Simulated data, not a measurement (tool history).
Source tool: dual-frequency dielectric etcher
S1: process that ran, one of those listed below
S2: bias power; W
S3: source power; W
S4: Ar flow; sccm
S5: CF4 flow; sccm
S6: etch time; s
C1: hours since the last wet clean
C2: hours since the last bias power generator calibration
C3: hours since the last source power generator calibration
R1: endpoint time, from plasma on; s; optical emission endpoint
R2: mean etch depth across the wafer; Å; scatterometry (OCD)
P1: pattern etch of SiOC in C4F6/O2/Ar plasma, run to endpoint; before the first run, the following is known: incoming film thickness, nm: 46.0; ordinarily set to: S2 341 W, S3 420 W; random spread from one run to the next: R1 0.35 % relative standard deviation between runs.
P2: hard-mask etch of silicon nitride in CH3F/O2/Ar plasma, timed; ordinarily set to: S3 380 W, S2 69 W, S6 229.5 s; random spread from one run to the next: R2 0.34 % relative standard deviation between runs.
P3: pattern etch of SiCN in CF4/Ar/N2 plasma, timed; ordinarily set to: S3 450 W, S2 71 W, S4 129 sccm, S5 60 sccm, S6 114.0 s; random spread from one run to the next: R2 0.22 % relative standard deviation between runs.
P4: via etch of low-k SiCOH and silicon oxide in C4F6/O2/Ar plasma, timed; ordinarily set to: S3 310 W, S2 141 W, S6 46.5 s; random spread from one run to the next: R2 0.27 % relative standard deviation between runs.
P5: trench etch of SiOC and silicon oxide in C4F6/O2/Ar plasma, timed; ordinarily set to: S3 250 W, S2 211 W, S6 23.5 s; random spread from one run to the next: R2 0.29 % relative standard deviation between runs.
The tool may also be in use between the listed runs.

run 1 day=0.738 | S1=P1 S2=341 S3=420 | C1=149.9 C2=1374.9 C3=732.6 | R1=18.144
run 2 day=1.446 | S1=P3 S2=71 S3=630 S4=129 S5=60 S6=114.0 | C1=166.9 C2=1391.9 C3=749.6 | R2=1232.90
run 3 day=2.242 | S1=P3 S2=71 S3=450 S4=129 S5=60 S6=114.0 | C1=186.0 C2=1411.0 C3=768.7 | R2=920.10
run 4 day=2.900 | S1=P1 S2=450 S3=420 | C1=201.8 C2=1426.8 C3=784.5 | R1=16.423
run 5 day=3.450 | S1=P2 S2=69 S3=380 S6=229.5 | C1=215.0 C2=1440.0 C3=797.7 | R2=1541.40
run 6 day=3.921 | S1=P5 S2=211 S3=250 S6=16.5 | C1=226.3 C2=1451.3 C3=809.0 | R2=285.59
run 7 day=4.358 | S1=P1 S2=218 S3=420 | C1=236.8 C2=1461.8 C3=819.5 | R1=21.083
run 8 day=4.862 | S1=P4 S2=141 S3=310 S6=25.5 | C1=248.9 C2=1473.9 C3=831.6 | R2=511.51
run 9 day=5.671 | S1=P4 S2=141 S3=310 S6=46.5 | C1=268.3 C2=1493.3 C3=851.0 | R2=936.43
run 10 day=6.025 | S1=P5 S2=211 S3=250 S6=23.5 | C1=276.8 C2=1501.8 C3=859.5 | R2=405.60
run 11 day=6.633 | S1=P1 S2=341 S3=420 | C1=291.4 C2=1516.4 C3=874.1 | R1=18.062
run 12 day=7.071 | S1=P2 S2=69 S3=380 S6=151.5 | C1=301.9 C2=1526.9 C3=884.6 | R2=1019.60
run 13 day=7.642 | S1=P1 S2=341 S3=420 | C1=315.6 C2=1540.6 C3=898.3 | R1=18.073
run 14 day=8.046 | S1=P3 S2=87 S3=450 S4=129 S5=60 S6=114.0 | C1=325.3 C2=1550.3 C3=908.0 | R2=994.84
run 15 day=8.825 | S1=P3 S2=71 S3=450 S4=129 S5=60 S6=114.0 | C1=344.0 C2=1569.0 C3=926.7 | R2=921.68
run 16 day=9.433 | S1=P5 S2=211 S3=160 S6=23.5 | C1=358.6 C2=1583.6 C3=941.3 | R2=343.78
run 17 day=9.825 | S1=P1 S2=341 S3=420 | C1=368.0 C2=1593.0 C3=950.7 | R1=18.151
run 18 day=10.238 | S1=P5 S2=291 S3=250 S6=23.5 | C1=377.9 C2=1602.9 C3=960.6 | R2=454.55
run 19 day=10.892 | S1=P4 S2=186 S3=310 S6=46.5 | C1=393.6 C2=1618.6 C3=976.3 | R2=1021.40
run 20 day=11.650 | S1=P2 S2=69 S3=540 S6=229.5 | C1=411.8 C2=1636.8 C3=994.5 | R2=1758.00
run 21 day=12.404 | S1=P2 S2=69 S3=380 S6=229.5 | C1=429.9 C2=1654.9 C3=1012.6 | R2=1540.30
run 22 day=13.071 | S1=P5 S2=211 S3=250 S6=23.5 | C1=445.9 C2=1670.9 C3=1028.6 | R2=407.27
-- day=13.138 bias power generator calibrated
run 23 day=13.517 | S1=P4 S2=141 S3=440 S6=46.5 | C1=456.6 C2=9.2 C3=1039.3 | R2=1074.40
run 24 day=13.950 | S1=P3 S2=71 S3=450 S4=129 S5=80 S6=114.0 | C1=467.0 C2=19.6 C3=1049.7 | R2=963.34
run 25 day=14.325 | S1=P3 S2=71 S3=450 S4=129 S5=60 S6=167.5 | C1=476.0 C2=28.6 C3=1058.7 | R2=1357.20
run 26 day=14.917 | S1=P1 S2=341 S3=300 | C1=490.2 C2=42.8 C3=1072.9 | R1=20.546
run 27 day=15.421 | S1=P3 S2=71 S3=450 S4=96 S5=60 S6=114.0 | C1=502.3 C2=54.9 C3=1085.0 | R2=971.80
run 28 day=16.112 | S1=P1 S2=286 S3=560 | C1=518.9 C2=71.5 C3=1101.6 | R1=17.241
run 29 day=16.588 | S1=P2 S2=95 S3=380 S6=229.5 | C1=530.3 C2=82.9 C3=1113.0 | R2=1725.20
run 30 day=17.288 | S1=P1 S2=341 S3=560 | C1=547.1 C2=99.7 C3=1129.8 | R1=16.354
run 31 day=17.829 | S1=P1 S2=341 S3=420 | C1=560.1 C2=112.7 C3=1142.8 | R1=18.179
run 32 day=18.496 | S1=P1 S2=341 S3=420 | C1=576.1 C2=128.7 C3=1158.8 | R1=18.234
run 33 day=18.867 | S1=P1 S2=341 S3=420 | C1=585.0 C2=137.6 C3=1167.7 | R1=18.161
run 34 day=19.517 | S1=P1 S2=341 S3=420 | C1=600.6 C2=153.2 C3=1183.3 | R1=18.314
run 35 day=20.096 | S1=P1 S2=341 S3=420 | C1=614.5 C2=167.1 C3=1197.2 | R1=18.337
-- day=20.204 wet clean of the chamber
run 36 day=20.758 | S1=P1 S2=341 S3=420 | C1=13.3 C2=183.0 C3=1213.1 | R1=18.535
run 37 day=21.154 | S1=P1 S2=341 S3=420 | C1=22.8 C2=192.5 C3=1222.6 | R1=18.435
run 38 day=21.962 | S1=P1 S2=341 S3=420 | C1=42.2 C2=211.9 C3=1242.0 | R1=18.438

P1 no longer gives what it gave before; its output has crept away from where it was. The following 2 causes, each at its listed size, fit the log equally well:
A: bias power that arrives under what is set, % = 4.93
B: source power that arrives under what is set, % = 4.58
The creep began at about day 18.496.
The rest of the possible causes, and what rules out each one:
chamber walls in a state that lowers the etch rate, %: serviced at day 20.204, after the drift had started, without restoring the earlier output

The check runs listed below each take one wafer, and their results are still question marks. Under which run would the listed causes lead to clearly different results?
run check 1 day=22.771 | S1=P4 S2=163 S3=310 S6=46.5 | R2=?
run check 2 day=22.771 | S1=P2 S2=69 S3=530 S6=229.5 | R2=?
run check 3 day=22.771 | S1=P5 S2=211 S3=180 S6=23.5 | R2=?
run check 4 day=22.771 | S1=P3 S2=82 S3=600 S4=129 S5=60 S6=114.0 | R2=?

Outcome of each check run for each possible cause:
check=check_1 result=R2 if_A=961.20 if_B=958.88
check=check_2 result=R2 if_A=1723.20 if_B=1721.00
check=check_3 result=R2 if_A=352.50 if_B=352.35
check=check_4 result=R2 if_A=1226.20 if_B=1199.40
Per-check spread between the two closest causes, in the result where they differ most: check 1 0.24 %; check 2 0.12 %; check 3 0.04 %; check 4 2.21 %
The causes can be told apart only by check 4. The other checks would give nearly the same results under each of them.

After running check 4, the following was obtained: R2 1202.90 Å. Which cause does this point to?

B is the cause: source power that arrives under what is set, %.
